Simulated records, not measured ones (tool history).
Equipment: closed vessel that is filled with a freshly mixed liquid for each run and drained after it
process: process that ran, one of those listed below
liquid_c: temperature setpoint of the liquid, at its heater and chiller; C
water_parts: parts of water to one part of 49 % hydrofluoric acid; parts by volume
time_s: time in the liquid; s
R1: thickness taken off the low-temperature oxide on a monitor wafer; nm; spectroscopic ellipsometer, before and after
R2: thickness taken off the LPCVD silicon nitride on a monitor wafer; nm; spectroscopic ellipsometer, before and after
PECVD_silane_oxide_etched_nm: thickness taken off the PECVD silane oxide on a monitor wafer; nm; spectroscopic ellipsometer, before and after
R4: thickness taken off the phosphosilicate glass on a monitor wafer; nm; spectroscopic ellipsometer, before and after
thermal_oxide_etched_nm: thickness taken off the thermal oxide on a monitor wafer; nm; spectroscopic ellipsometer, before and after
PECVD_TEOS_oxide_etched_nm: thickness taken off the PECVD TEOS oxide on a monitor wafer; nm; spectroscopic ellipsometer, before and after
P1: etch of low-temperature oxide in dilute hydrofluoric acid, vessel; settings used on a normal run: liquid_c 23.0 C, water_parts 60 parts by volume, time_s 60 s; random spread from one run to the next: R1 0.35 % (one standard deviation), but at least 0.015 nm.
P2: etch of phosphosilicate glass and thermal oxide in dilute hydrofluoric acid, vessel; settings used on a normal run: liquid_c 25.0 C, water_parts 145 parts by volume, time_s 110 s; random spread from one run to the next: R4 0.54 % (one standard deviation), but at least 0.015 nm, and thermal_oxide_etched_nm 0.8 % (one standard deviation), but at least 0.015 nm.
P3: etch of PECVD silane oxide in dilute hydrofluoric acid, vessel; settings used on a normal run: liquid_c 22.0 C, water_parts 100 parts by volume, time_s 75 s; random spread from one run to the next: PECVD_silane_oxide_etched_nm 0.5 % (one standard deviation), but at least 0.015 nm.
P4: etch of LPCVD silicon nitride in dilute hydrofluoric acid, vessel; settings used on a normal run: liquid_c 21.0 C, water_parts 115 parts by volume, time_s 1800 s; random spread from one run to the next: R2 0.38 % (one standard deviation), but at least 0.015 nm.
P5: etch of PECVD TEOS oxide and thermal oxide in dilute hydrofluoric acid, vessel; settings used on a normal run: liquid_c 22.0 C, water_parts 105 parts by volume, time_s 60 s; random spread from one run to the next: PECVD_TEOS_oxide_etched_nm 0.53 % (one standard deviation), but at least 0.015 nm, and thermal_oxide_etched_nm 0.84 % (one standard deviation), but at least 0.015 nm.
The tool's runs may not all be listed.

Run 1, day 0.338: process P1, liquid_c 23.0 C, water_parts 60 parts by volume, time_s 60 s. Result: R1 22.843 nm.
Run 2, day 0.633: process P4, liquid_c 21.0 C, water_parts 115 parts by volume, time_s 1800 s. Result: R2 6.9552 nm.
Run 3, day 0.938: process P1, liquid_c 23.0 C, water_parts 95 parts by volume, time_s 60 s. Result: R1 13.940 nm.
Run 4, day 1.212: process P1, liquid_c 23.0 C, water_parts 60 parts by volume, time_s 60 s. Result: R1 22.906 nm.
Run 5, day 1.521: process P3, liquid_c 18.0 C, water_parts 100 parts by volume, time_s 75 s. Result: PECVD_silane_oxide_etched_nm 13.7220 nm.
Run 6, day 1.846: process P2, liquid_c 25.0 C, water_parts 145 parts by volume, time_s 110 s. Result: R4 45.046 nm, thermal_oxide_etched_nm 3.5523 nm.
Run 7, day 2.129: process P4, liquid_c 17.0 C, water_parts 115 parts by volume, time_s 1800 s. Result: R2 5.2506 nm.
Run 8, day 2.338: process P4, liquid_c 21.0 C, water_parts 115 parts by volume, time_s 1800 s. Result: R2 6.9927 nm.
Run 9, day 2.512: process P5, liquid_c 17.0 C, water_parts 105 parts by volume, time_s 60 s. Result: thermal_oxide_etched_nm 1.9574 nm, PECVD_TEOS_oxide_etched_nm 5.0644 nm.
Run 10, day 2.700: process P1, liquid_c 23.0 C, water_parts 20 parts by volume, time_s 60 s. Result: R1 73.079 nm.
Run 11, day 2.917: process P2, liquid_c 17.0 C, water_parts 145 parts by volume, time_s 110 s. Result: R4 33.287 nm, thermal_oxide_etched_nm 2.5734 nm.
Run 12, day 3.229: process P4, liquid_c 21.0 C, water_parts 65 parts by volume, time_s 1800 s. Result: R2 12.2460 nm.
Run 13, day 3.521: process P1, liquid_c 23.0 C, water_parts 60 parts by volume, time_s 30 s. Result: R1 11.507 nm.
Run 14, day 3.829: process P5, liquid_c 22.0 C, water_parts 105 parts by volume, time_s 30 s. Result: thermal_oxide_etched_nm 1.2301 nm, PECVD_TEOS_oxide_etched_nm 3.1500 nm.
Run 15, day 3.988: process P1, liquid_c 23.0 C, water_parts 60 parts by volume, time_s 60 s. Result: R1 22.982 nm.
Run 16, day 4.225: process P5, liquid_c 22.0 C, water_parts 105 parts by volume, time_s 60 s. Result: thermal_oxide_etched_nm 2.4733 nm, PECVD_TEOS_oxide_etched_nm 6.2741 nm.
Run 17, day 4.479: process P1, liquid_c 23.0 C, water_parts 60 parts by volume, time_s 60 s. Result: R1 22.926 nm.
Run 18, day 4.792: process P1, liquid_c 19.0 C, water_parts 60 parts by volume, time_s 60 s. Result: R1 19.438 nm.
Run 19, day 5.042: process P5, liquid_c 22.0 C, water_parts 155 parts by volume, time_s 60 s. Result: thermal_oxide_etched_nm 1.5741 nm, PECVD_TEOS_oxide_etched_nm 4.0538 nm.
Run 20, day 5.300: process P1, liquid_c 23.0 C, water_parts 60 parts by volume, time_s 90 s. Result: R1 34.295 nm.
Run 21, day 5.542: process P2, liquid_c 25.0 C, water_parts 145 parts by volume, time_s 195 s. Result: R4 79.875 nm, thermal_oxide_etched_nm 6.2268 nm.
Run 22, day 5.712: process P3, liquid_c 22.0 C, water_parts 100 parts by volume, time_s 75 s. Result: PECVD_silane_oxide_etched_nm 16.3400 nm.
At day 5.888: hydrofluoric acid flow meter replaced.
Run 23, day 5.975: process P2, liquid_c 25.0 C, water_parts 145 parts by volume, time_s 110 s. Result: R4 45.374 nm, thermal_oxide_etched_nm 3.4436 nm.
Run 24, day 6.121: process P4, liquid_c 21.0 C, water_parts 115 parts by volume, time_s 260 s. Result: R2 1.0443 nm.
Run 25, day 6.450: process P3, liquid_c 22.0 C, water_parts 100 parts by volume, time_s 30 s. Result: PECVD_silane_oxide_etched_nm 6.5303 nm.
Run 26, day 6.692: process P3, liquid_c 22.0 C, water_parts 35 parts by volume, time_s 75 s. Result: PECVD_silane_oxide_etched_nm 50.0370 nm.
Run 27, day 6.904: process P1, liquid_c 23.0 C, water_parts 60 parts by volume, time_s 60 s. Result: R1 23.050 nm.
Run 28, day 7.221: process P1, liquid_c 26.5 C, water_parts 60 parts by volume, time_s 105 s. Result: R1 46.347 nm.
Run 29, day 7.375: process P2, liquid_c 25.0 C, water_parts 60 parts by volume, time_s 110 s. Result: R4 121.510 nm, thermal_oxide_etched_nm 9.3186 nm.
Run 30, day 7.662: process P1, liquid_c 28.5 C, water_parts 60 parts by volume, time_s 60 s. Result: R1 28.606 nm.

Predict the results of run 31:
Run 31, day 7.850: process P1, liquid_c 23.0 C, water_parts 60 parts by volume, time_s 60 s. Result: R1 ?.

R1: 22.904 nm

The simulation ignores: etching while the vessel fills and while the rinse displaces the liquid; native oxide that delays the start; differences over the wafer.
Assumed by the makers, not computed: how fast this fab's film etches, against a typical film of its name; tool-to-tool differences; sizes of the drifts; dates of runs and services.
